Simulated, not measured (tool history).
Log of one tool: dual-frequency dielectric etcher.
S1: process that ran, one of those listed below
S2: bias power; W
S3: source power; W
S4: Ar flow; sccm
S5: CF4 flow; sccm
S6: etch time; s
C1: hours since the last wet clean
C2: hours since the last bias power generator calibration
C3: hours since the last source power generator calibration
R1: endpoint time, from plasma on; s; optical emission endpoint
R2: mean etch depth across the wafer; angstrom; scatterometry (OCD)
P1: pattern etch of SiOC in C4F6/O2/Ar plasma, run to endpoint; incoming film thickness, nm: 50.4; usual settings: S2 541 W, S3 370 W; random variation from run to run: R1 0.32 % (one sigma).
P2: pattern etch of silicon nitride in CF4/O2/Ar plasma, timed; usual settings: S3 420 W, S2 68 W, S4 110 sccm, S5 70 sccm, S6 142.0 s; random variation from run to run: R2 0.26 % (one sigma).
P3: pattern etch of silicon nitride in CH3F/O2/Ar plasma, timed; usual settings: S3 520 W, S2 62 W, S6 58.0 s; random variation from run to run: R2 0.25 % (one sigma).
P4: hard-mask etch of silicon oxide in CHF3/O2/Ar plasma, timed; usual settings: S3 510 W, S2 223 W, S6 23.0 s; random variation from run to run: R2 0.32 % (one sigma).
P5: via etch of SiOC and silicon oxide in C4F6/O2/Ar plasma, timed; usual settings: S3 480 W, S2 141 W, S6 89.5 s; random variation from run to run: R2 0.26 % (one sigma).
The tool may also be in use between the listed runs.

| run | day | S1 | S2 | S3 | S4 | S5 | S6 | C1 | C2 | C3 | R1 | R2 |
|---|---|---|---|---|---|---|---|---|---|---|---|---|
| 1 | 0.204 | P1 | 541 | 370 |  |  |  | 370.2 | 1385.2 | 623.5 | 17.068 |  |
| 2 | 0.325 | P2 | 40 | 420 | 110 | 70 | 142.0 | 373.1 | 1388.1 | 626.4 |  | 2016.00 |
| 3 | 0.446 | P1 | 541 | 370 |  |  |  | 376.0 | 1391.0 | 629.3 | 16.993 |  |
| 4 | 0.633 | P4 | 223 | 510 |  |  | 23.0 | 380.5 | 1395.5 | 633.8 |  | 469.72 |
| 5 | 0.821 | P3 | 62 | 520 |  |  | 79.0 | 385.0 | 1400.0 | 638.3 |  | 551.82 |
| 6 | 1.008 | P5 | 141 | 300 |  |  | 89.5 | 389.5 | 1404.5 | 642.8 |  | 856.38 |
| 7 | 1.212 | P4 | 307 | 510 |  |  | 23.0 | 394.4 | 1409.4 | 647.7 |  | 526.27 |
| 8 | 1.412 | P2 | 68 | 270 | 110 | 70 | 142.0 | 399.2 | 1414.2 | 652.5 |  | 1703.00 |
| 9 | 1.642 | P5 | 100 | 480 |  |  | 89.5 | 404.7 | 1419.7 | 658.0 |  | 936.29 |
| 10 | 1.846 | P1 | 329 | 240 |  |  |  | 409.6 | 1424.6 | 662.9 | 24.102 |  |
| 11 | 2.012 | P3 | 62 | 520 |  |  | 58.0 | 413.6 | 1428.6 | 666.9 |  | 406.45 |
| 12 | 2.242 | P2 | 68 | 420 | 110 | 70 | 103.0 | 419.1 | 1434.1 | 672.4 |  | 1802.80 |
| 13 | 2.342 | P4 | 223 | 690 |  |  | 23.0 | 421.5 | 1436.5 | 674.8 |  | 526.32 |
| 14 | 2.562 | P1 | 440 | 370 |  |  |  | 426.8 | 1441.8 | 680.1 | 18.381 |  |
| 15 | 2.738 | P1 | 541 | 250 |  |  |  | 431.0 | 1446.0 | 684.3 | 19.595 |  |
| 16 | 2.900 | P1 | 541 | 370 |  |  |  | 434.9 | 1449.9 | 688.2 | 17.003 |  |
| 17 | 3.025 | P1 | 695 | 370 |  |  |  | 437.9 | 1452.9 | 691.2 | 15.441 |  |
| 18 | 3.162 | P2 | 68 | 420 | 110 | 51 | 142.0 | 441.2 | 1456.2 | 694.5 |  | 2375.70 |
| 19 | 3.275 | P2 | 68 | 420 | 110 | 70 | 142.0 | 443.9 | 1458.9 | 697.2 |  | 2494.40 |
| 20 | 3.438 | P3 | 62 | 520 |  |  | 58.0 | 447.8 | 1462.8 | 701.1 |  | 404.78 |
| 21 | 3.617 | P1 | 541 | 370 |  |  |  | 452.1 | 1467.1 | 705.4 | 17.015 |  |
| 22 | 3.846 | P5 | 141 | 480 |  |  | 52.5 | 457.6 | 1472.6 | 710.9 |  | 603.19 |
| 23 | 3.971 | P1 | 541 | 510 |  |  |  | 460.6 | 1475.6 | 713.9 | 15.153 |  |
| 24 | 4.117 | P1 | 541 | 370 |  |  |  | 464.1 | 1479.1 | 717.4 | 16.941 |  |
| 25 | 4.342 | P4 | 223 | 510 |  |  | 14.0 | 469.5 | 1484.5 | 722.8 |  | 286.95 |
| 26 | 4.533 | P3 | 62 | 640 |  |  | 58.0 | 474.1 | 1489.1 | 727.4 |  | 440.57 |
| 27 | 4.717 | P3 | 40 | 520 |  |  | 58.0 | 478.5 | 1493.5 | 731.8 |  | 355.70 |
| 28 | 4.850 | P2 | 68 | 420 | 155 | 70 | 142.0 | 481.7 | 1496.7 | 735.0 |  | 2384.30 |
| 29 | 5.029 | P5 | 141 | 480 |  |  | 89.5 | 486.0 | 1501.0 | 739.3 |  | 1028.70 |
| 30 | 5.171 | P1 | 541 | 370 |  |  |  | 489.4 | 1504.4 | 742.7 | 17.034 |  |
| 31 | 5.371 | P1 | 541 | 370 |  |  |  | 494.2 | 1509.2 | 747.5 | 17.060 |  |
| 32 | 5.475 | P1 | 541 | 370 |  |  |  | 496.7 | 1511.7 | 750.0 | 17.246 |  |
| 33 | 5.688 | P1 | 541 | 370 |  |  |  | 501.8 | 1516.8 | 755.1 | 17.165 |  |
| 34 | 5.888 | P1 | 541 | 370 |  |  |  | 506.6 | 1521.6 | 759.9 | 17.362 |  |
| 35 | 6.000 | P1 | 541 | 370 |  |  |  | 509.3 | 1524.3 | 762.6 | 17.147 |  |
| 36 | 6.221 | P1 | 541 | 370 |  |  |  | 514.6 | 1529.6 | 767.9 | 17.252 |  |
| 37 | 6.358 | P1 | 541 | 370 |  |  |  | 517.9 | 1532.9 | 771.2 | 17.259 |  |
|  | 6.362 | wet clean of the chamber |
| 38 | 6.500 | P1 | 541 | 370 |  |  |  | 3.3 | 1536.3 | 774.6 | 17.413 |  |
| 39 | 6.675 | P1 | 541 | 370 |  |  |  | 7.5 | 1540.5 | 778.8 | 17.201 |  |
| 40 | 6.792 | P1 | 541 | 370 |  |  |  | 10.3 | 1543.3 | 781.6 | 17.272 |  |

What P1 gives has crept away from where it was. These 2 causes fit the log equally well, each at the size given:
A: source power that arrives under what is set, % = 4.4
B: bias power that arrives under what is set, % = 4.28
The creep began at about day 5.171.
Why every other cause is out:
chamber walls in a state that lowers the etch rate, %: serviced at day 6.362, which brought nothing back

4 check runs are offered, one wafer each, their results left as question marks. Which one tells the causes apart?
| check 1 | 6.908 | P3 | 62 | 520 |  |  | 58.0 |  |  |  |  | ? |
| check 2 | 6.908 | P2 | 68 | 420 | 110 | 70 | 142.0 |  |  |  |  | ? |
| check 3 | 6.908 | P5 | 141 | 480 |  |  | 89.5 |  |  |  |  | ? |
| check 4 | 6.908 | P4 | 223 | 510 |  |  | 23.0 |  |  |  |  | ? |

What each check would give under each cause:
| check | result | if A | if B |
|---|---|---|---|
| check 1 | R2 | 398.72 | 400.03 |
| check 2 | R2 | 2390.00 | 2438.70 |
| check 3 | R2 | 1013.00 | 1017.70 |
| check 4 | R2 | 461.71 | 462.41 |
How far apart the two closest causes lie, in the result that separates them most: check 1 0.33 %; check 2 2.01 %; check 3 0.47 %; check 4 0.15 %
Only check 2 tells the causes apart: in the others they would give nearly the same result.

Then check 2 was run and gave: R2 2442.80 angstrom. Which cause is it?

It is B: bias power that arrives under what is set, %.
